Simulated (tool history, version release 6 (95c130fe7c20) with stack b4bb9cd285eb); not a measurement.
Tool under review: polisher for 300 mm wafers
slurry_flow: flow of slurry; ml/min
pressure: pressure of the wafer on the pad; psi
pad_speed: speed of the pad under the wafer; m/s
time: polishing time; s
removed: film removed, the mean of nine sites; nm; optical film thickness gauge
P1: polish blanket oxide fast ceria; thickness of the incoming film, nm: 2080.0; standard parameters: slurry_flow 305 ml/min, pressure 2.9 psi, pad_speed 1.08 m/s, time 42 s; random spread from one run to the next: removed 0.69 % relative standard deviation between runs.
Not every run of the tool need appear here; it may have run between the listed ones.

Run 1, hour 7.7: slurry_flow 305 ml/min, pressure 2.9 psi, pad_speed 1.08 m/s, time 42 s. Result: removed 652.67 nm.
Run 2, hour 15.5: slurry_flow 305 ml/min, pressure 2.9 psi, pad_speed 1.44 m/s, time 42 s. Result: removed 866.93 nm.
Run 3, hour 24.2: slurry_flow 305 ml/min, pressure 2.9 psi, pad_speed 1.08 m/s, time 42 s. Result: removed 642.84 nm.
Run 4, hour 29.5: slurry_flow 305 ml/min, pressure 2.9 psi, pad_speed 1.08 m/s, time 21 s. Result: removed 318.3 nm.
Run 5, hour 38.1: slurry_flow 305 ml/min, pressure 2.9 psi, pad_speed 1.08 m/s, time 42 s. Result: removed 643.54 nm.
Run 6, hour 47: slurry_flow 305 ml/min, pressure 2.9 psi, pad_speed 1.08 m/s, time 42 s. Result: removed 641.42 nm.
Run 7, hour 52.1: slurry_flow 305 ml/min, pressure 2.9 psi, pad_speed 1.08 m/s, time 65 s. Result: removed 994.78 nm.
Run 8, hour 60.8: slurry_flow 475 ml/min, pressure 2.9 psi, pad_speed 1.08 m/s, time 42 s. Result: removed 665.77 nm.
Run 9, hour 65.5: slurry_flow 305 ml/min, pressure 2.9 psi, pad_speed 1.08 m/s, time 42 s. Result: removed 648.69 nm.
At hour 68.2: head pressure recalibrated.
Run 10, hour 74.3: slurry_flow 305 ml/min, pressure 2.9 psi, pad_speed 1.66 m/s, time 57 s. Result: removed 1352.3 nm.
Run 11, hour 81: slurry_flow 305 ml/min, pressure 1.9 psi, pad_speed 1.08 m/s, time 42 s. Result: removed 421.01 nm.
Run 12, hour 88.9: slurry_flow 185 ml/min, pressure 2.9 psi, pad_speed 1.08 m/s, time 42 s. Result: removed 615.72 nm.
Run 13, hour 95.3: slurry_flow 305 ml/min, pressure 2.9 psi, pad_speed 0.58 m/s, time 42 s. Result: removed 346.57 nm.
Run 14, hour 102.3: slurry_flow 305 ml/min, pressure 2.9 psi, pad_speed 1.08 m/s, time 42 s. Result: removed 642.41 nm.
Run 15, hour 106.5: slurry_flow 305 ml/min, pressure 4 psi, pad_speed 1.08 m/s, time 42 s. Result: removed 899.98 nm.
Run 16, hour 115.1: slurry_flow 305 ml/min, pressure 2.9 psi, pad_speed 1.08 m/s, time 42 s. Result: removed 649.15 nm.
At hour 117.1: slurry nozzle cleaned.
Run 17, hour 121.3: slurry_flow 305 ml/min, pressure 2.1 psi, pad_speed 1.08 m/s, time 28 s. Result: removed 306.64 nm.
Run 18, hour 128.7: slurry_flow 185 ml/min, pressure 2.9 psi, pad_speed 1.08 m/s, time 53 s. Result: removed 765.43 nm.
Run 19, hour 135.7: slurry_flow 305 ml/min, pressure 2.9 psi, pad_speed 1.08 m/s, time 42 s. Result: removed 642.76 nm.
Run 20, hour 144.7: slurry_flow 305 ml/min, pressure 2.9 psi, pad_speed 1.08 m/s, time 42 s. Result: removed 634.56 nm.
Run 21, hour 149.4: slurry_flow 305 ml/min, pressure 2.9 psi, pad_speed 1.08 m/s, time 42 s. Result: removed 632.57 nm.
Run 22, hour 154.4: slurry_flow 305 ml/min, pressure 2.9 psi, pad_speed 1.08 m/s, time 42 s. Result: removed 617.59 nm.
At hour 159.5: worn pad replaced by a new one.
Run 23, hour 159.7: slurry_flow 305 ml/min, pressure 2.9 psi, pad_speed 1.08 m/s, time 42 s. Result: removed 622.5 nm.
Run 24, hour 165.5: slurry_flow 305 ml/min, pressure 2.9 psi, pad_speed 1.08 m/s, time 42 s. Result: removed 622.78 nm.
Run 25, hour 174.3: slurry_flow 305 ml/min, pressure 2.9 psi, pad_speed 1.08 m/s, time 42 s. Result: removed 611.53 nm.
Run 26, hour 181: slurry_flow 305 ml/min, pressure 2.9 psi, pad_speed 1.08 m/s, time 42 s. Result: removed 617.45 nm.
Run 27, hour 187.3: slurry_flow 305 ml/min, pressure 2.9 psi, pad_speed 1.08 m/s, time 42 s. Result: removed 605.54 nm.
Run 28, hour 195.5: slurry_flow 305 ml/min, pressure 2.9 psi, pad_speed 1.08 m/s, time 42 s. Result: removed 601.82 nm.

What P1 gives has crept away from where it was. These 2 causes fit the log equally well, each at the size given:
A: slurry flow missing at the pad, % = 36.6
B: head's pressure below its setpoint, % = 4.91
The creep began at about hour 135.7.
Excluded causes, each with its reason:
removal rate lost through wear of the pad, %: work on it at hour 159.5, done after the drift set in, did not restore what the process gave before

Which of the 4 check runs listed below, each an average over 3 wafers with its results shown as question marks, gives clearly different results under the different listed causes?
Run check 1, hour 203.7: slurry_flow 305 ml/min, pressure 2.9 psi, pad_speed 1.08 m/s, time 22 s. Result: removed ?.
Run check 2, hour 203.7: slurry_flow 305 ml/min, pressure 2 psi, pad_speed 1.34 m/s, time 42 s. Result: removed ?.
Run check 3, hour 203.7: slurry_flow 305 ml/min, pressure 3.6 psi, pad_speed 1.08 m/s, time 31 s. Result: removed ?.
Run check 4, hour 203.7: slurry_flow 185 ml/min, pressure 2.9 psi, pad_speed 1.08 m/s, time 63 s. Result: removed ?.

How each check would come out, cause by cause:
  check   result    if A    if B
check 1  removed   320.8  320.81
check 2  removed  524.05  524.06
check 3  removed  561.15  561.16
check 4  removed   842.5  868.19
Gap, in per cent, between the two causes that each check separates least, read from the result that separates them most: check 1 0 %; check 2 0 %; check 3 0 %; check 4 3 %
Check 4 tells the causes apart: in the others they would give nearly the same result.

Check 4 was carried out, with these results: removed 870.78 nm. Which of the listed causes is responsible?

The correct cause is B, namely: head's pressure below its setpoint, %.
